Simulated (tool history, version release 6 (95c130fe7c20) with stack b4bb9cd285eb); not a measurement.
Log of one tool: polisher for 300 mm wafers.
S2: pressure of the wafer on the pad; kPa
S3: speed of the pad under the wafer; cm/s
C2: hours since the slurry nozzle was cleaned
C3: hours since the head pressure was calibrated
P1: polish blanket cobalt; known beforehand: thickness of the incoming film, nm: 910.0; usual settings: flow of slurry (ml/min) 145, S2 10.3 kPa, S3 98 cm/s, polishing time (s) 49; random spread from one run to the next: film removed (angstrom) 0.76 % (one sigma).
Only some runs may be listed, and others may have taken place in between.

{"run": 1, "hour": 4.8, "flow of slurry (ml/min)": 145, "S2": 10.3, "S3": 98, "polishing time (s)": 49, "wafers polished on this pad": 249, "C2": 89.5, "C3": 518.4, "film removed (angstrom)": 1992.5}
{"run": 2, "hour": 10.1, "flow of slurry (ml/min)": 145, "S2": 13.8, "S3": 98, "polishing time (s)": 28, "wafers polished on this pad": 284, "C2": 94.8, "C3": 523.7, "film removed (angstrom)": 1533.2}
{"run": 3, "hour": 14.1, "flow of slurry (ml/min)": 145, "S2": 10.3, "S3": 98, "polishing time (s)": 26, "wafers polished on this pad": 311, "C2": 98.8, "C3": 527.7, "film removed (angstrom)": 1063.3}
{"run": 4, "hour": 18.6, "flow of slurry (ml/min)": 145, "S2": 10.3, "S3": 98, "polishing time (s)": 49, "wafers polished on this pad": 341, "C2": 103.3, "C3": 532.2, "film removed (angstrom)": 1999.9}
{"run": 5, "hour": 24.2, "flow of slurry (ml/min)": 195, "S2": 10.3, "S3": 98, "polishing time (s)": 49, "wafers polished on this pad": 378, "C2": 108.9, "C3": 537.8, "film removed (angstrom)": 2095.2}
{"run": 6, "hour": 26.9, "flow of slurry (ml/min)": 145, "S2": 10.3, "S3": 98, "polishing time (s)": 49, "wafers polished on this pad": 396, "C2": 111.6, "C3": 540.5, "film removed (angstrom)": 2027.8}
{"hour": 30.7, "done": "head pressure recalibrated"}
{"run": 7, "hour": 32.3, "flow of slurry (ml/min)": 145, "S2": 6.9, "S3": 98, "polishing time (s)": 49, "wafers polished on this pad": 432, "C2": 117, "C3": 1.6, "film removed (angstrom)": 1331.1}
{"run": 8, "hour": 35.9, "flow of slurry (ml/min)": 145, "S2": 10.3, "S3": 98, "polishing time (s)": 72, "wafers polished on this pad": 456, "C2": 120.6, "C3": 5.2, "film removed (angstrom)": 2918.9}
{"run": 9, "hour": 38.5, "flow of slurry (ml/min)": 145, "S2": 14.5, "S3": 98, "polishing time (s)": 49, "wafers polished on this pad": 473, "C2": 123.2, "C3": 7.8, "film removed (angstrom)": 2816.9}
{"run": 10, "hour": 42.8, "flow of slurry (ml/min)": 210, "S2": 10.3, "S3": 74, "polishing time (s)": 49, "wafers polished on this pad": 501, "C2": 127.5, "C3": 12.1, "film removed (angstrom)": 1572.7}
{"run": 11, "hour": 46.5, "flow of slurry (ml/min)": 145, "S2": 10.3, "S3": 98, "polishing time (s)": 49, "wafers polished on this pad": 526, "C2": 131.2, "C3": 15.8, "film removed (angstrom)": 1984.5}
{"run": 12, "hour": 50.0, "flow of slurry (ml/min)": 145, "S2": 10.3, "S3": 98, "polishing time (s)": 49, "wafers polished on this pad": 549, "C2": 134.7, "C3": 19.3, "film removed (angstrom)": 2038.9}
{"run": 13, "hour": 55.4, "flow of slurry (ml/min)": 85, "S2": 10.3, "S3": 98, "polishing time (s)": 49, "wafers polished on this pad": 585, "C2": 140.1, "C3": 24.7, "film removed (angstrom)": 1765.9}
{"hour": 57.5, "done": "slurry nozzle cleaned"}
{"run": 14, "hour": 58.6, "flow of slurry (ml/min)": 145, "S2": 10.3, "S3": 124, "polishing time (s)": 49, "wafers polished on this pad": 606, "C2": 1.2, "C3": 27.9, "film removed (angstrom)": 2499.1}
{"run": 15, "hour": 61.3, "flow of slurry (ml/min)": 145, "S2": 10.3, "S3": 44, "polishing time (s)": 49, "wafers polished on this pad": 624, "C2": 3.9, "C3": 30.6, "film removed (angstrom)": 896.09}
{"run": 16, "hour": 66.8, "flow of slurry (ml/min)": 145, "S2": 10.3, "S3": 98, "polishing time (s)": 49, "wafers polished on this pad": 661, "C2": 9.4, "C3": 36.1, "film removed (angstrom)": 1991.5}
{"run": 17, "hour": 71.8, "flow of slurry (ml/min)": 145, "S2": 10.3, "S3": 98, "polishing time (s)": 49, "wafers polished on this pad": 694, "C2": 14.4, "C3": 41.1, "film removed (angstrom)": 1978.3}
{"run": 18, "hour": 77.0, "flow of slurry (ml/min)": 145, "S2": 10.3, "S3": 98, "polishing time (s)": 49, "wafers polished on this pad": 729, "C2": 19.6, "C3": 46.3, "film removed (angstrom)": 1895.2}

Run 19, settings as shown, results not yet in. Your forecast:
{"run": 19, "hour": 81.3, "flow of slurry (ml/min)": 145, "S2": 10.3, "S3": 98, "polishing time (s)": 49, "wafers polished on this pad": 757, "C2": 23.9, "C3": 50.6, "film removed (angstrom)": "?"}

Run 19 yielded film removed (angstrom) 1880.9.
